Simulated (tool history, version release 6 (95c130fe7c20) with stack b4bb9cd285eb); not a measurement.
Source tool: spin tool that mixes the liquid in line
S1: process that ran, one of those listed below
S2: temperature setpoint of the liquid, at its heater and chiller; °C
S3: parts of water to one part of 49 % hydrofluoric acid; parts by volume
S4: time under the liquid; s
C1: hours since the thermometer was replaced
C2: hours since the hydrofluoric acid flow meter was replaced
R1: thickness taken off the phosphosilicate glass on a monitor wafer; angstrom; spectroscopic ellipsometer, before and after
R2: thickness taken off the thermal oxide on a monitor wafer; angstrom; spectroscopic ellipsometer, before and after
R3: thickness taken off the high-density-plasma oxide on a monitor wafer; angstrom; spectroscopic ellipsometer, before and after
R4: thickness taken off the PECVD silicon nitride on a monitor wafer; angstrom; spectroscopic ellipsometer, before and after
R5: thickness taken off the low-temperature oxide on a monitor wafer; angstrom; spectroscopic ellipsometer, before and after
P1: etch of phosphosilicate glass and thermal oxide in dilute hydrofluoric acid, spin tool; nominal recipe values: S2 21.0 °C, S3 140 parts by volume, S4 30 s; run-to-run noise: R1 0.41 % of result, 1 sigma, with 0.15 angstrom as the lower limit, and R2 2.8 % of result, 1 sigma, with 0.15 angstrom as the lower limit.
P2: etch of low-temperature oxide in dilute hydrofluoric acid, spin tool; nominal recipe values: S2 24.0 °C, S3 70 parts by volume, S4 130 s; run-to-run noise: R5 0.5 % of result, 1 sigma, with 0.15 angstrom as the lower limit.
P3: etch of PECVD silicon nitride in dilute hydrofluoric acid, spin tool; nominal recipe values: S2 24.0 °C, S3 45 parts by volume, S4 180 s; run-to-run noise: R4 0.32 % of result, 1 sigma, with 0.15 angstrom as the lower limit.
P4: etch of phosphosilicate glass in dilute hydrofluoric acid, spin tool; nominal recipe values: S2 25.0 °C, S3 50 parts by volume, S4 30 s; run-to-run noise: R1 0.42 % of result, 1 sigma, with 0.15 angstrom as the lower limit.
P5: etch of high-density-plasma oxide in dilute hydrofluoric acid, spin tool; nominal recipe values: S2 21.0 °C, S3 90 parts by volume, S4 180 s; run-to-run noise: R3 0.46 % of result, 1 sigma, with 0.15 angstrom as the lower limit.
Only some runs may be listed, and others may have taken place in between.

run,hour,S1,S2,S3,S4,C1,C2,R1,R2,R3,R4,R5
1,7.1,P1,21.0,140,30,361.4,601.3,378.96,8.1942,,,
2,18.2,P1,28.0,140,30,372.5,612.4,495.50,11.6110,,,
3,26.9,P1,21.0,220,30,381.2,621.1,220.33,5.1798,,,
4,37.1,P4,25.0,50,30,391.4,631.3,502.86,,,,
5,48.0,P5,17.0,90,180,402.3,642.2,,,80.593,,
6,56.4,P4,25.0,50,15,410.7,650.6,250.80,,,,
7,69.4,P3,17.0,45,180,423.7,663.6,,,,71.294,
8,78.4,P3,24.0,20,180,432.7,672.6,,,,254.150,
9,84.5,P5,21.0,90,315,438.8,678.7,,,167.460,,
10,92.9,P1,21.0,25,30,447.2,687.1,2418.50,51.1300,,,
11,100.3,P1,21.0,140,50,454.6,694.5,627.20,14.0780,,,
12,109.2,P5,21.0,90,180,463.5,703.4,,,94.959,,
13,118.1,P2,24.0,70,130,472.4,712.3,,,,,391.01
14,125.6,P4,25.0,80,30,479.9,719.8,302.75,,,,
15,138.4,P5,21.0,90,180,492.7,732.6,,,94.890,,
16,148.6,P1,21.0,140,15,502.9,742.8,187.02,4.1712,,,
17,156.0,P4,17.5,50,30,510.3,750.2,366.15,,,,
18,164.0,P5,21.0,160,180,518.3,758.2,,,49.356,,
19,176.8,P2,24.0,70,260,531.1,771.0,,,,,779.79
20,182.6,P3,24.0,45,180,536.9,776.8,,,,116.170,
21,189.2,P1,17.0,215,30,543.5,783.4,194.39,4.4149,,,
22,198.1,P1,21.0,140,30,552.4,792.3,374.24,8.8235,,,
23,210.9,P1,21.0,140,30,565.2,805.1,375.06,8.3837,,,
24,220.1,P4,25.0,50,30,574.4,814.3,500.10,,,,
25,229.6,P2,17.5,70,130,583.9,823.8,,,,,299.05
26,239.2,P2,24.0,105,130,593.5,833.4,,,,,246.60
27,246.6,P3,24.0,45,50,600.9,840.8,,,,32.136,
28,255.7,P3,24.0,45,180,610.0,849.9,,,,116.360,
29,262.0,P1,21.0,140,30,616.3,856.2,378.10,8.9046,,,
30,269.8,P1,17.0,140,30,624.1,864.0,318.86,7.0928,,,
31,282.8,P1,21.0,140,30,637.1,877.0,378.59,8.5669,,,
32,289.1,P1,21.0,140,30,643.4,883.3,372.22,8.2785,,,
33,297.2,P1,21.0,140,30,651.5,891.4,368.37,7.9081,,,
34,304.9,P1,21.0,140,30,659.2,899.1,361.34,8.6535,,,
35,313.9,P1,21.0,140,30,668.2,908.1,357.02,8.3422,,,
36,326.3,P1,21.0,140,30,680.6,920.5,355.41,7.9485,,,
37,338.6,P1,21.0,140,30,692.9,932.8,355.08,8.3714,,,
38,351.7,P1,21.0,140,30,706.0,945.9,354.34,7.9772,,,
39,363.8,P1,21.0,140,30,718.1,958.0,352.40,8.0031,,,
40,376.8,P1,21.0,140,30,731.1,971.0,351.38,8.2589,,,
41,382.7,P1,21.0,140,30,737.0,976.9,353.79,8.3770,,,
42,389.1,P1,21.0,140,30,743.4,983.3,351.97,8.2847,,,

P1 no longer gives what it gave before; its output has crept away from where it was. The following 2 causes, each at its listed size, fit the log equally well:
A: hydrofluoric acid flow below the setpoint (%) = 5.45
B: liquid colder than its thermometer reads (K) = 1.62
Onset of the creep was near hour 282.8.

Consider the 4 single-wafer check runs listed below, results given as question marks: which one distinguishes between the causes by giving clearly different results for each?
check 1,395.5,P5,21.0,90,180,,,,,?,,
check 2,395.5,P3,24.0,45,180,,,,,,?,
check 3,395.5,P2,24.0,70,130,,,,,,,?
check 4,395.5,P4,25.0,50,30,,,?,,,,

Expected result of each check under each candidate cause:
check,result,if A,if B
check 1,R3,89.143,88.716
check 2,R4,110.060,104.120
check 3,R5,367.42,365.61
check 4,R1,472.12,468.98
Distance between the nearest two causes, measured in the result of the check that separates them most: check 1 0.48 %; check 2 5.55 %; check 3 0.49 %; check 4 0.67 %
Check 2 tells the causes apart: in the others they would give nearly the same result.

Check 2 has now been run. It gave: R4 109.900 angstrom. Which of the candidate causes is it?

It was cause A: hydrofluoric acid flow below the setpoint (%).
